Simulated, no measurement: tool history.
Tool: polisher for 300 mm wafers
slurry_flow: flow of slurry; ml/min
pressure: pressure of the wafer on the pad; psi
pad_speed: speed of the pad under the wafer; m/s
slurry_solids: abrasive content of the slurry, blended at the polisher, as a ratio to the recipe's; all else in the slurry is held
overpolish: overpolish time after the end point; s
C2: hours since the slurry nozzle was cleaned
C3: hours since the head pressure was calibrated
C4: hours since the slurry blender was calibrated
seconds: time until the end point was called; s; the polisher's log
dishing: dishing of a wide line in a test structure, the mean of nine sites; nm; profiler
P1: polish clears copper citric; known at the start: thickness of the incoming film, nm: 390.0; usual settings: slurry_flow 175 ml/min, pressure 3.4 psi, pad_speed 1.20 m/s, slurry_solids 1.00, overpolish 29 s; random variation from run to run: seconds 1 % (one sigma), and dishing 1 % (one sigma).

run 1 hour=15.9 | slurry_flow=175 pressure=3.4 pad_speed=1.20 slurry_solids=1.00 overpolish=29 | wafers_polished_on_this_pad=847 C2=437.1 C3=268.0 C4=85.6 | seconds=116.580 dishing=61.501
run 2 hour=28.3 | slurry_flow=175 pressure=3.4 pad_speed=1.20 slurry_solids=1.00 overpolish=11 | wafers_polished_on_this_pad=940 C2=449.5 C3=280.4 C4=98.0 | seconds=115.570 dishing=26.627
run 3 hour=42.4 | slurry_flow=175 pressure=3.4 pad_speed=1.20 slurry_solids=1.00 overpolish=29 | wafers_polished_on_this_pad=1046 C2=463.6 C3=294.5 C4=112.1 | seconds=116.460 dishing=61.968
run 4 hour=50.5 | slurry_flow=175 pressure=1.5 pad_speed=1.20 slurry_solids=1.00 overpolish=29 | wafers_polished_on_this_pad=1107 C2=471.7 C3=302.6 C4=120.2 | seconds=260.050 dishing=30.343
run 5 hour=60.5 | slurry_flow=175 pressure=3.4 pad_speed=1.20 slurry_solids=1.00 overpolish=29 | wafers_polished_on_this_pad=1183 C2=481.7 C3=312.6 C4=130.2 | seconds=119.380 dishing=62.095
-- hour=62.4 head pressure recalibrated
run 6 hour=75.7 | slurry_flow=175 pressure=3.4 pad_speed=1.20 slurry_solids=1.00 overpolish=29 | wafers_polished_on_this_pad=1297 C2=496.9 C3=13.4 C4=145.4 | seconds=115.900 dishing=62.166
run 7 hour=83.9 | slurry_flow=175 pressure=3.4 pad_speed=1.20 slurry_solids=0.50 overpolish=29 | wafers_polished_on_this_pad=1359 C2=505.1 C3=21.6 C4=153.6 | seconds=131.700 dishing=54.385
run 8 hour=99.0 | slurry_flow=175 pressure=3.4 pad_speed=1.20 slurry_solids=1.45 overpolish=29 | wafers_polished_on_this_pad=1473 C2=520.2 C3=36.7 C4=168.7 | seconds=107.250 dishing=66.792
run 9 hour=114.8 | slurry_flow=255 pressure=3.4 pad_speed=1.20 slurry_solids=1.00 overpolish=29 | wafers_polished_on_this_pad=1592 C2=536.0 C3=52.5 C4=184.5 | seconds=111.160 dishing=65.122
run 10 hour=125.5 | slurry_flow=175 pressure=3.4 pad_speed=1.20 slurry_solids=1.00 overpolish=57 | wafers_polished_on_this_pad=1673 C2=546.7 C3=63.2 C4=195.2 | seconds=116.060 dishing=101.970
run 11 hour=140.8 | slurry_flow=175 pressure=3.4 pad_speed=1.20 slurry_solids=1.00 overpolish=29 | wafers_polished_on_this_pad=1788 C2=562.0 C3=78.5 C4=210.5 | seconds=115.570 dishing=62.528
run 12 hour=148.5 | slurry_flow=120 pressure=2.4 pad_speed=1.20 slurry_solids=1.00 overpolish=29 | wafers_polished_on_this_pad=1846 C2=569.7 C3=86.2 C4=218.2 | seconds=172.900 dishing=42.443
-- hour=161.1 slurry blender recalibrated
run 13 hour=161.2 | slurry_flow=175 pressure=5.0 pad_speed=1.20 slurry_solids=1.00 overpolish=29 | wafers_polished_on_this_pad=1942 C2=582.4 C3=98.9 C4=0.2 | seconds=79.969 dishing=87.673
run 14 hour=172.2 | slurry_flow=175 pressure=3.4 pad_speed=1.86 slurry_solids=1.00 overpolish=29 | wafers_polished_on_this_pad=2025 C2=593.4 C3=109.9 C4=11.2 | seconds=74.983 dishing=87.225
run 15 hour=185.6 | slurry_flow=175 pressure=3.4 pad_speed=0.54 slurry_solids=1.00 overpolish=29 | wafers_polished_on_this_pad=2126 C2=606.8 C3=123.3 C4=24.6 | seconds=253.140 dishing=32.128
run 16 hour=198.6 | slurry_flow=105 pressure=3.4 pad_speed=1.20 slurry_solids=1.00 overpolish=29 | wafers_polished_on_this_pad=2224 C2=619.8 C3=136.3 C4=37.6 | seconds=126.900 dishing=58.274
run 17 hour=209.0 | slurry_flow=175 pressure=3.4 pad_speed=0.54 slurry_solids=1.00 overpolish=41 | wafers_polished_on_this_pad=2302 C2=630.2 C3=146.7 C4=48.0 | seconds=255.530 dishing=43.367
run 18 hour=221.8 | slurry_flow=175 pressure=3.4 pad_speed=1.20 slurry_solids=1.00 overpolish=29 | wafers_polished_on_this_pad=2399 C2=643.0 C3=159.5 C4=60.8 | seconds=114.390 dishing=61.858
run 19 hour=228.9 | slurry_flow=175 pressure=3.4 pad_speed=1.20 slurry_solids=1.00 overpolish=29 | wafers_polished_on_this_pad=2452 C2=650.1 C3=166.6 C4=67.9 | seconds=118.590 dishing=61.269
run 20 hour=237.6 | slurry_flow=175 pressure=3.4 pad_speed=1.20 slurry_solids=1.00 overpolish=29 | wafers_polished_on_this_pad=2518 C2=658.8 C3=175.3 C4=76.6 | seconds=118.790 dishing=61.390
run 21 hour=249.3 | slurry_flow=175 pressure=3.4 pad_speed=1.20 slurry_solids=1.00 overpolish=29 | wafers_polished_on_this_pad=2606 C2=670.5 C3=187.0 C4=88.3 | seconds=120.840 dishing=60.044
-- hour=262.0 head pressure recalibrated
run 22 hour=264.4 | slurry_flow=175 pressure=3.4 pad_speed=1.20 slurry_solids=1.00 overpolish=29 | wafers_polished_on_this_pad=2720 C2=685.6 C3=2.5 C4=103.4 | seconds=125.190 dishing=58.016
run 23 hour=280.0 | slurry_flow=175 pressure=3.4 pad_speed=1.20 slurry_solids=1.00 overpolish=29 | wafers_polished_on_this_pad=2838 C2=701.2 C3=18.1 C4=119.0 | seconds=125.530 dishing=58.928
-- hour=286.4 slurry blender recalibrated
run 24 hour=293.1 | slurry_flow=175 pressure=3.4 pad_speed=1.20 slurry_solids=1.00 overpolish=29 | wafers_polished_on_this_pad=2936 C2=714.3 C3=31.2 C4=6.8 | seconds=127.250 dishing=58.130
run 25 hour=307.1 | slurry_flow=175 pressure=3.4 pad_speed=1.20 slurry_solids=1.00 overpolish=29 | wafers_polished_on_this_pad=3042 C2=728.3 C3=45.2 C4=20.8 | seconds=126.900 dishing=57.841
run 26 hour=320.7 | slurry_flow=175 pressure=3.4 pad_speed=1.20 slurry_solids=1.00 overpolish=29 | wafers_polished_on_this_pad=3145 C2=741.9 C3=58.8 C4=34.4 | seconds=128.090 dishing=58.693
run 27 hour=333.2 | slurry_flow=175 pressure=3.4 pad_speed=1.20 slurry_solids=1.00 overpolish=29 | wafers_polished_on_this_pad=3239 C2=754.4 C3=71.3 C4=46.9 | seconds=128.270 dishing=57.107

What P1 gives has crept away from where it was. These 2 causes fit the log equally well, each at the size given:
A: removal rate lost through wear of the pad, % = 9.05
B: slurry flow missing at the pad, % = 39.2
The creep began at about hour 221.8.
Why every other cause is out:
head's pressure below its setpoint, %: serviced at hour 262.0, which brought nothing back
abrasive missing from the slurry, %: serviced at hour 286.4, which brought nothing back

4 check runs are offered, each on 2 wafers whose results are averaged, their results left as question marks. Which one tells the causes apart?
run check 1 hour=345.7 | slurry_flow=175 pressure=3.4 pad_speed=1.20 slurry_solids=0.55 overpolish=55 | seconds=? dishing=?
run check 2 hour=345.7 | slurry_flow=105 pressure=3.4 pad_speed=1.20 slurry_solids=0.55 overpolish=29 | seconds=? dishing=?
run check 3 hour=345.7 | slurry_flow=175 pressure=3.4 pad_speed=1.86 slurry_solids=0.50 overpolish=29 | seconds=? dishing=?
run check 4 hour=345.7 | slurry_flow=175 pressure=2.1 pad_speed=1.20 slurry_solids=1.00 overpolish=29 | seconds=? dishing=?

What each check would give under each cause:
check=check_1 result=seconds if_A=144.450 if_B=144.430
check=check_1 result=dishing if_A=86.562 if_B=86.572
check=check_2 result=seconds if_A=159.300 if_B=168.130
check=check_2 result=dishing if_A=47.683 if_B=45.498
check=check_3 result=seconds if_A=95.569 if_B=95.554
check=check_3 result=dishing if_A=72.737 if_B=72.746
check=check_4 result=seconds if_A=204.460 if_B=204.430
check=check_4 result=dishing if_A=37.358 if_B=37.364
How far apart the two closest causes lie, in the result that separates them most: check 1 0.02 %; check 2 5.39 %; check 3 0.02 %; check 4 0.02 %
Check 2 tells the causes apart: in the others they would give nearly the same result.

Check 2 was then run and gave: seconds 166.260 s; dishing 45.023 nm. Which cause is it?

It is B: slurry flow missing at the pad, %.

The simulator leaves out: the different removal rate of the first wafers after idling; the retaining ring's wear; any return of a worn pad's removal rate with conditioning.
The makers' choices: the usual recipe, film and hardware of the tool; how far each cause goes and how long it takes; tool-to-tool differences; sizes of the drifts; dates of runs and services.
